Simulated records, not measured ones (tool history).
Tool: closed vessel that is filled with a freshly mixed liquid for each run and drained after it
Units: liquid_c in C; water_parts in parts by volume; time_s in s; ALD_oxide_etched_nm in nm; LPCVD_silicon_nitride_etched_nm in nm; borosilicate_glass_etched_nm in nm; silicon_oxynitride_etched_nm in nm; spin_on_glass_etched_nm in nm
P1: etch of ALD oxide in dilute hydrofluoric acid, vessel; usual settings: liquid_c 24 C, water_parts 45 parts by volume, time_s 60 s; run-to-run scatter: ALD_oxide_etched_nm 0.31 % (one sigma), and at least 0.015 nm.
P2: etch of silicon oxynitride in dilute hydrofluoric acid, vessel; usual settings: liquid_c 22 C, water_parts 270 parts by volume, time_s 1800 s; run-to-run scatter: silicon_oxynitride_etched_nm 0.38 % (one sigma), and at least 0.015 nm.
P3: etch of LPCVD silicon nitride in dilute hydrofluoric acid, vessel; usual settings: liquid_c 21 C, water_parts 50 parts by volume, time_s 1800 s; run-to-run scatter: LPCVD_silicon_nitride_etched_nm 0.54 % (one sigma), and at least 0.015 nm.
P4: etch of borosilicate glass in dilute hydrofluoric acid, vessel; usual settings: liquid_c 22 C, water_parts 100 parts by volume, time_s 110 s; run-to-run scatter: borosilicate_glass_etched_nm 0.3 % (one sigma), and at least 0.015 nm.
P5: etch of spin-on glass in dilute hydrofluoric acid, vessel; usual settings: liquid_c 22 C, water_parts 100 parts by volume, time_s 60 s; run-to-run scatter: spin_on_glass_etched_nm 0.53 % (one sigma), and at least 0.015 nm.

run   hour  process  liquid_c  water_parts  time_s  hours since the thermometer was replaced  hours since the hydrofluoric acid flow meter was replaced  ALD_oxide_etched_nm  LPCVD_silicon_nitride_etched_nm  borosilicate_glass_etched_nm  silicon_oxynitride_etched_nm  spin_on_glass_etched_nm
  1   13.3       P1        24           45      60                                    1178.6                                                     1287.6                15.71
  2   25.2       P1        24           45      60                                    1190.5                                                     1299.5               15.839
  3   33.6       P3        21           50    3545                                    1198.9                                                     1307.9                                                31.784
  4   41.5       P4        22          100     110                                    1206.8                                                     1315.8                                                                              22.521
  5   50.4       P1        24           45      60                                    1215.7                                                     1324.7               15.825
  6   58.5       P1        24           45      30                                    1223.8                                                     1332.8               7.8236
  7   67.9       P1        24           45      60                                    1233.2                                                     1342.2               15.818
  8   77.2       P2        22          270      30                                    1242.5                                                     1351.5                                                                                                           0.42176
  9     89       P2        22          150    1800                                    1254.3                                                     1363.3                                                                                                            50.823
 10   96.1       P3        21           50    1800                                    1261.4                                                     1370.4                                                16.347
 11  103.8       P2        22          270    1800                                    1269.1                                                     1378.1                                                                                                            26.168
 12  116.4       P1        24           45      60                                    1281.7                                                     1390.7               15.759
 13  122.8       P1        24           70      60                                    1288.1                                                     1397.1               9.8582
 14  128.7       P1        24           45     105                                      1294                                                       1403               27.569
 15  135.7       P4        17          100     110                                      1301                                                       1410                                                                              18.264
 16  147.1       P1        24           30      60                                    1312.4                                                     1421.4               24.197
 17  155.5       P1        24           45      60                                    1320.8                                                     1429.8                15.74
 18  163.8       P5      29.5          100      60                                    1329.1                                                     1438.1                                                                                                                                     21.862
 19  171.7       P1        19           45      85                                      1337                                                       1446               18.186
 20    181       P1        24           75     105                                    1346.3                                                     1455.3               15.801
 21  192.3       P1        17           45      60                                    1357.6                                                     1466.6               11.687
 22    205       P5        22          100      60                                    1370.3                                                     1479.3                                                                                                                                     16.004
 23  213.3       P4        22          100      30                                    1378.6                                                     1487.6                                                                               6.153
 24  220.9       P4        22           55     110                                    1386.2                                                     1495.2                                                                              43.345
 25  231.4       P3        21           20    1800                                    1396.7                                                     1505.7                                                39.079
 26    238       P5        22           30      60                                    1403.3                                                     1512.3                                                                                                                                     58.579
 27  247.9       P5        22          100      30                                    1413.2                                                     1522.2                                                                                                                                     8.0724
 28  254.4       P2        22          270    1800                                    1419.7                                                     1528.7                                                                                                             26.09
 29  260.6       P3        28           50    1800                                    1425.9                                                     1534.9                                                25.905
 30  267.4       P1      28.5           45      60                                    1432.7                                                     1541.7               18.987
 31  277.8       P1      30.5           45     115                                    1443.1                                                     1552.1               39.269
 32  285.8       P2      28.5          270    1800                                    1451.1                                                     1560.1                                                                                                            34.467
 33  296.9       P1        24           45      60                                    1462.2                                                     1571.2               15.737
 34  305.2       P1        24           45      60                                    1470.5                                                     1579.5               15.206
 35  315.2       P1        24           45      60                                    1480.5                                                     1589.5                   15
 36  321.7       P1        24           45      60                                      1487                                                       1596               14.774
 37  331.8       P1        24           45      60                                    1497.1                                                     1606.1               14.612
 38  344.2       P1        24           45      60                                    1509.5                                                     1618.5               14.446
 39    351       P1        24           45      60                                    1516.3                                                     1625.3                14.48
 40  360.7       P1        24           45      60                                      1526                                                       1635                14.56

What P1 gives has crept away from where it was. These 2 causes fit the log equally well, each at the size given:
A: liquid colder than its thermometer reads (K) = 1.95
B: hydrofluoric acid flow below the setpoint (%) = 7.34
The creep began at about hour 296.9.

4 check runs are offered, one wafer each, their results left as question marks. Which one tells the causes apart?
check 1  370.4       P4        17          100     110                                                                                                                                                                                        ?
check 2  370.4       P2        26          270     120                                                                                                                                                                                                                      ?
check 3  370.4       P5      28.5          100      60                                                                                                                                                                                                                                               ?
check 4  370.4       P3      26.5           20    1800                                                                                                                                                          ?

What each check would give under each cause:
  check                           result    if A    if B
check 1     borosilicate_glass_etched_nm  16.865  16.841
check 2     silicon_oxynitride_etched_nm  1.9058  1.8885
check 3          spin_on_glass_etched_nm  19.331  19.097
check 4  LPCVD_silicon_nitride_etched_nm  50.043  53.113
How far apart the two closest causes lie, in the result that separates them most: check 1 0.14 %; check 2 0.91 %; check 3 1.22 %; check 4 5.96 %
Only check 4 tells the causes apart: in the others they would give nearly the same result.

Then check 4 was run and gave: LPCVD_silicon_nitride_etched_nm 49.684 nm. Which cause is it?

It is A: liquid colder than its thermometer reads (K).

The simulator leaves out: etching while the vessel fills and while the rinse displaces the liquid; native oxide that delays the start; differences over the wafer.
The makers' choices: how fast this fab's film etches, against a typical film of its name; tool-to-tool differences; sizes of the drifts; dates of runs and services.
